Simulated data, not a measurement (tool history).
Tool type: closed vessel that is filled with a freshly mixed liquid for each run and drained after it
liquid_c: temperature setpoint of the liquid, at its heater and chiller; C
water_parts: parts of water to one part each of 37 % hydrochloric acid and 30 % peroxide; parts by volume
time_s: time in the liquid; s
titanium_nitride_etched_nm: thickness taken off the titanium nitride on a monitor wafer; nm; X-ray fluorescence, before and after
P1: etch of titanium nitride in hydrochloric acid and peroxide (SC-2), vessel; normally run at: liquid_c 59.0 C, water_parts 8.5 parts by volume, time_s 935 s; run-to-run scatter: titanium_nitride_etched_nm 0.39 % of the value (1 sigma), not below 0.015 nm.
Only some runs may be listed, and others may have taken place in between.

run	day	liquid_c	water_parts	time_s	hours since the thermometer was replaced	hours since the chemicals flow meter was replaced	hours since the drum of peroxide was connected	titanium_nitride_etched_nm
1	0.333	59.0	8.5	935	450.8	1911.1	227.2	48.231
2	0.546	59.0	4.0	935	455.9	1916.2	232.3	83.593
3	0.725	67.0	8.5	1450	460.2	1920.5	236.6	121.870
4	1.042	68.5	8.5	935	467.8	1928.1	244.2	86.899
# day 1.304: chemicals flow meter replaced
5	1.346	59.0	8.5	935	475.1	1.0	251.5	48.486
6	1.558	59.0	8.5	935	480.2	6.1	256.6	48.245
7	1.921	59.0	8.5	935	488.9	14.8	265.3	48.125
8	2.308	59.0	13.5	935	498.2	24.1	274.6	32.701
9	2.504	59.0	8.5	1665	502.9	28.8	279.3	85.361
10	2.712	44.0	8.5	935	507.9	33.8	284.3	17.873
11	2.962	59.0	8.5	520	513.9	39.8	290.3	26.879
12	3.242	59.0	8.5	935	520.6	46.5	297.0	47.967
13	3.475	59.0	8.5	935	526.2	52.1	302.6	48.262
14	3.729	59.0	8.5	935	532.3	58.2	308.7	47.073
15	4.054	59.0	8.5	935	540.1	66.0	316.5	45.841
16	4.358	59.0	8.5	935	547.4	73.3	323.8	44.708
17	4.721	59.0	8.5	935	556.1	82.0	332.5	44.708
18	4.908	59.0	8.5	935	560.6	86.5	337.0	44.145
19	5.088	59.0	8.5	935	564.9	90.8	341.3	43.980
# day 5.171: new drum of peroxide connected
20	5.458	59.0	8.5	935	573.8	99.7	7.0	43.517
21	5.792	59.0	8.5	935	581.8	107.7	15.0	43.452

Forecast run 22:
22	6.075	59.0	8.5	935	588.6	114.5	21.8	?

Logged for run 22: titanium_nitride_etched_nm 43.625 nm.
